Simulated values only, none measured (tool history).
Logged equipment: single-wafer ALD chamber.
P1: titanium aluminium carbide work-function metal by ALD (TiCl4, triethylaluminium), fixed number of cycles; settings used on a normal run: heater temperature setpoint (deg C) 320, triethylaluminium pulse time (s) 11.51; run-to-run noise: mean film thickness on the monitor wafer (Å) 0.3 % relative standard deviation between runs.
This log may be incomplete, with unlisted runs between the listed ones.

run	hour	heater temperature setpoint (deg C)	triethylaluminium pulse time (s)	mean film thickness on the monitor wafer (Å)
1	7.7	320	11.51	21.358
2	18.8	320	11.51	21.359
3	32.5	320	5.82	18.686
4	46.7	320	11.51	21.497
5	55.3	310	15.01	20.773
# hour 66.7: triethylaluminium bottle replaced
6	66.9	308	8.53	19.585
7	74.4	320	11.51	21.346
8	83.4	343	11.51	23.385
9	96.1	320	11.51	21.306
10	105.0	300	11.51	19.503
11	119.0	320	18.65	21.710
12	128.8	320	11.51	21.228
13	142.5	320	11.51	21.124
14	153.6	320	11.51	21.001
15	161.6	320	11.51	20.832
16	175.1	320	11.51	20.889
17	185.2	320	11.51	20.782

Run 18 is up next; what results do you expect?
18	193.3	320	11.51	?

mean film thickness on the monitor wafer (Å): 20.895
